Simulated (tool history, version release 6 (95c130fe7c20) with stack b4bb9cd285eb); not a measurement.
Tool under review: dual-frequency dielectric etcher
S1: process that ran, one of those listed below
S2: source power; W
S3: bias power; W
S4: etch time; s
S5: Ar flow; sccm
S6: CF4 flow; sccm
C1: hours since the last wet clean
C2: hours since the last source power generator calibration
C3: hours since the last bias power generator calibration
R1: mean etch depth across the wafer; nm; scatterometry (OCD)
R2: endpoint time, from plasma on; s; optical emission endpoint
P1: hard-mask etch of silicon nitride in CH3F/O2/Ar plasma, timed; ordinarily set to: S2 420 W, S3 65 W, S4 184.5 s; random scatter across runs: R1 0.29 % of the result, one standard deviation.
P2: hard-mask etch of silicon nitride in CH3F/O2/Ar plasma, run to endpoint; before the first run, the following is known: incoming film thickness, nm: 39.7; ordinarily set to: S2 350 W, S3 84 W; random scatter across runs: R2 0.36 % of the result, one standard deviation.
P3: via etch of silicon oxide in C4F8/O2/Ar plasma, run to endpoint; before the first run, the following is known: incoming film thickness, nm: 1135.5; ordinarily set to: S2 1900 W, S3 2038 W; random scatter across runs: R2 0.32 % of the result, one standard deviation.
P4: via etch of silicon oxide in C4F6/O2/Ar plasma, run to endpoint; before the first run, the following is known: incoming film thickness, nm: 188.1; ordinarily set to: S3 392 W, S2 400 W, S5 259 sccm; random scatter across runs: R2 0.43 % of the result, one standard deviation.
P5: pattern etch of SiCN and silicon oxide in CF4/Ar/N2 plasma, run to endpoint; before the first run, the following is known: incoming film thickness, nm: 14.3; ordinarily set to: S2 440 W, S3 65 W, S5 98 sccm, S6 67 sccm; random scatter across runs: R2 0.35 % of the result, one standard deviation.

{"run": 1, "hour": 4.9, "S1": "P1", "S2": 420, "S3": 65, "S4": 184.5, "C1": 321.6, "C2": 1205.0, "C3": 780.4, "R1": 126.82}
{"run": 2, "hour": 7.8, "S1": "P2", "S2": 230, "S3": 84, "C1": 324.5, "C2": 1207.9, "C3": 783.3, "R2": 65.652}
{"run": 3, "hour": 10.6, "S1": "P1", "S2": 520, "S3": 65, "S4": 260.5, "C1": 327.3, "C2": 1210.7, "C3": 786.1, "R1": 194.63}
{"run": 4, "hour": 13.5, "S1": "P4", "S2": 400, "S3": 239, "S5": 259, "C1": 330.2, "C2": 1213.6, "C3": 789.0, "R2": 53.033}
{"run": 5, "hour": 16.8, "S1": "P2", "S2": 350, "S3": 84, "C1": 333.5, "C2": 1216.9, "C3": 792.3, "R2": 56.215}
{"run": 6, "hour": 20.0, "S1": "P1", "S2": 420, "S3": 65, "S4": 184.5, "C1": 336.7, "C2": 1220.1, "C3": 795.5, "R1": 126.77}
{"run": 7, "hour": 23.6, "S1": "P4", "S2": 400, "S3": 392, "S5": 259, "C1": 340.3, "C2": 1223.7, "C3": 799.1, "R2": 44.808}
{"run": 8, "hour": 26.9, "S1": "P1", "S2": 420, "S3": 65, "S4": 184.5, "C1": 343.6, "C2": 1227.0, "C3": 802.4, "R1": 127.44}
{"run": 9, "hour": 32.4, "S1": "P3", "S2": 1220, "S3": 2038, "C1": 349.1, "C2": 1232.5, "C3": 807.9, "R2": 273.25}
{"run": 10, "hour": 37.8, "S1": "P3", "S2": 1900, "S3": 2038, "C1": 354.5, "C2": 1237.9, "C3": 813.3, "R2": 227.39}
{"run": 11, "hour": 41.7, "S1": "P1", "S2": 420, "S3": 65, "S4": 123.0, "C1": 358.4, "C2": 1241.8, "C3": 817.2, "R1": 84.73}
{"run": 12, "hour": 46.3, "S1": "P1", "S2": 420, "S3": 65, "S4": 252.5, "C1": 363.0, "C2": 1246.4, "C3": 821.8, "R1": 173.63}
{"run": 13, "hour": 50.0, "S1": "P1", "S2": 420, "S3": 48, "S4": 258.0, "C1": 366.7, "C2": 1250.1, "C3": 825.5, "R1": 161.43}
{"run": 14, "hour": 54.0, "S1": "P1", "S2": 310, "S3": 65, "S4": 184.5, "C1": 370.7, "C2": 1254.1, "C3": 829.5, "R1": 113.2}
{"run": 15, "hour": 58.6, "S1": "P2", "S2": 350, "S3": 84, "C1": 375.3, "C2": 1258.7, "C3": 834.1, "R2": 56.389}
{"run": 16, "hour": 61.0, "S1": "P5", "S2": 440, "S3": 65, "S5": 70, "S6": 67, "C1": 377.7, "C2": 1261.1, "C3": 836.5, "R2": 17.007}
{"run": 17, "hour": 66.0, "S1": "P4", "S2": 400, "S3": 392, "S5": 259, "C1": 382.7, "C2": 1266.1, "C3": 841.5, "R2": 44.584}
{"run": 18, "hour": 69.7, "S1": "P1", "S2": 420, "S3": 40, "S4": 184.5, "C1": 386.4, "C2": 1269.8, "C3": 845.2, "R1": 108.78}
{"run": 19, "hour": 73.1, "S1": "P3", "S2": 1900, "S3": 2528, "C1": 389.8, "C2": 1273.2, "C3": 848.6, "R2": 214.37}
{"run": 20, "hour": 78.1, "S1": "P3", "S2": 1900, "S3": 2038, "C1": 394.8, "C2": 1278.2, "C3": 853.6, "R2": 229.24}
{"run": 21, "hour": 83.2, "S1": "P1", "S2": 420, "S3": 65, "S4": 184.5, "C1": 399.9, "C2": 1283.3, "C3": 858.7, "R1": 126.2}
{"run": 22, "hour": 86.5, "S1": "P1", "S2": 420, "S3": 65, "S4": 184.5, "C1": 403.2, "C2": 1286.6, "C3": 862.0, "R1": 126.59}
{"run": 23, "hour": 90.3, "S1": "P1", "S2": 350, "S3": 65, "S4": 266.0, "C1": 407.0, "C2": 1290.4, "C3": 865.8, "R1": 170.37}
{"run": 24, "hour": 95.0, "S1": "P5", "S2": 330, "S3": 65, "S5": 98, "S6": 67, "C1": 411.7, "C2": 1295.1, "C3": 870.5, "R2": 22.979}
{"run": 25, "hour": 98.5, "S1": "P4", "S2": 480, "S3": 392, "S5": 259, "C1": 415.2, "C2": 1298.6, "C3": 874.0, "R2": 41.698}
{"run": 26, "hour": 102.2, "S1": "P5", "S2": 440, "S3": 65, "S5": 98, "S6": 84, "C1": 418.9, "C2": 1302.3, "C3": 877.7, "R2": 17.209}
{"run": 27, "hour": 107.3, "S1": "P1", "S2": 570, "S3": 65, "S4": 184.5, "C1": 424.0, "C2": 1307.4, "C3": 882.8, "R1": 142.64}
{"run": 28, "hour": 109.7, "S1": "P4", "S2": 400, "S3": 392, "S5": 346, "C1": 426.4, "C2": 1309.8, "C3": 885.2, "R2": 45.923}
{"run": 29, "hour": 113.7, "S1": "P5", "S2": 440, "S3": 65, "S5": 98, "S6": 67, "C1": 430.4, "C2": 1313.8, "C3": 889.2, "R2": 17.748}
{"run": 30, "hour": 117.2, "S1": "P5", "S2": 440, "S3": 89, "S5": 98, "S6": 67, "C1": 433.9, "C2": 1317.3, "C3": 892.7, "R2": 15.944}
{"run": 31, "hour": 121.8, "S1": "P1", "S2": 420, "S3": 88, "S4": 184.5, "C1": 438.5, "C2": 1321.9, "C3": 897.3, "R1": 140.28}
{"run": 32, "hour": 126.9, "S1": "P2", "S2": 350, "S3": 55, "C1": 443.6, "C2": 1327.0, "C3": 902.4, "R2": 65.106}
{"run": 33, "hour": 130.3, "S1": "P1", "S2": 420, "S3": 65, "S4": 184.5, "C1": 447.0, "C2": 1330.4, "C3": 905.8, "R1": 127.27}
{"run": 34, "hour": 132.8, "S1": "P1", "S2": 420, "S3": 65, "S4": 184.5, "C1": 449.5, "C2": 1332.9, "C3": 908.3, "R1": 126.23}
{"run": 35, "hour": 136.6, "S1": "P1", "S2": 420, "S3": 65, "S4": 184.5, "C1": 453.3, "C2": 1336.7, "C3": 912.1, "R1": 126.37}
{"run": 36, "hour": 139.8, "S1": "P1", "S2": 420, "S3": 65, "S4": 184.5, "C1": 456.5, "C2": 1339.9, "C3": 915.3, "R1": 125.21}
{"run": 37, "hour": 142.2, "S1": "P1", "S2": 420, "S3": 65, "S4": 184.5, "C1": 458.9, "C2": 1342.3, "C3": 917.7, "R1": 125.76}
{"run": 38, "hour": 144.8, "S1": "P1", "S2": 420, "S3": 65, "S4": 184.5, "C1": 461.5, "C2": 1344.9, "C3": 920.3, "R1": 125.3}
{"run": 39, "hour": 150.0, "S1": "P1", "S2": 420, "S3": 65, "S4": 184.5, "C1": 466.7, "C2": 1350.1, "C3": 925.5, "R1": 125.01}
{"run": 40, "hour": 152.4, "S1": "P1", "S2": 420, "S3": 65, "S4": 184.5, "C1": 469.1, "C2": 1352.5, "C3": 927.9, "R1": 124.95}
{"hour": 154.9, "done": "wet clean of the chamber"}
{"run": 41, "hour": 156.4, "S1": "P1", "S2": 420, "S3": 65, "S4": 184.5, "C1": 1.6, "C2": 1356.5, "C3": 931.9, "R1": 125.13}
{"run": 42, "hour": 161.8, "S1": "P1", "S2": 420, "S3": 65, "S4": 184.5, "C1": 7.0, "C2": 1361.9, "C3": 937.3, "R1": 124.67}
{"run": 43, "hour": 164.3, "S1": "P1", "S2": 420, "S3": 65, "S4": 184.5, "C1": 9.5, "C2": 1364.4, "C3": 939.8, "R1": 124.55}
{"run": 44, "hour": 167.6, "S1": "P1", "S2": 420, "S3": 65, "S4": 184.5, "C1": 12.8, "C2": 1367.7, "C3": 943.1, "R1": 124.38}

P1 has crept away from where it was. The log is fitted equally well by each of these 2 causes, at the sizes shown:
A: source power that arrives under what is set, % = 4.2
B: bias power that arrives under what is set, % = 4.82
At approximately hour 130.3, the process output began to creep.
Each remaining cause and why it is not a fit:
chamber walls in a state that lowers the etch rate, %: maintenance at hour 154.9, after the shift began, did not return the process to its former output

Below are 4 check runs, each averaged over 2 wafers, with their results shown as question marks. Which of them would give clearly different results depending on which cause is behind the drift?
{"run": "check 1", "hour": 170.9, "S1": "P4", "S2": 400, "S3": 244, "S5": 259, "R2": "?"}
{"run": "check 2", "hour": 170.9, "S1": "P3", "S2": 1430, "S3": 2038, "R2": "?"}
{"run": "check 3", "hour": 170.9, "S1": "P2", "S2": 350, "S3": 67, "R2": "?"}
{"run": "check 4", "hour": 170.9, "S1": "P5", "S2": 440, "S3": 65, "S5": 83, "S6": 82, "R2": "?"}

If the cause were each of the candidates in turn, the checks would give the following:
check=check_1 result=R2 if_A=53.373 if_B=53.367
check=check_2 result=R2 if_A=260.500 if_B=259.840
check=check_3 result=R2 if_A=61.966 if_B=61.993
check=check_4 result=R2 if_A=17.503 if_B=17.109
How far apart the two closest causes lie, in the result that separates them most: check 1 0.01 %; check 2 0.25 %; check 3 0.04 %; check 4 2.28 %
The causes can be told apart only by check 4. The other checks would give nearly the same results under each of them.

Running check 4 produced the following: R2 17.102 s. Which one of the listed causes fits?

B is the cause: bias power that arrives under what is set, %.

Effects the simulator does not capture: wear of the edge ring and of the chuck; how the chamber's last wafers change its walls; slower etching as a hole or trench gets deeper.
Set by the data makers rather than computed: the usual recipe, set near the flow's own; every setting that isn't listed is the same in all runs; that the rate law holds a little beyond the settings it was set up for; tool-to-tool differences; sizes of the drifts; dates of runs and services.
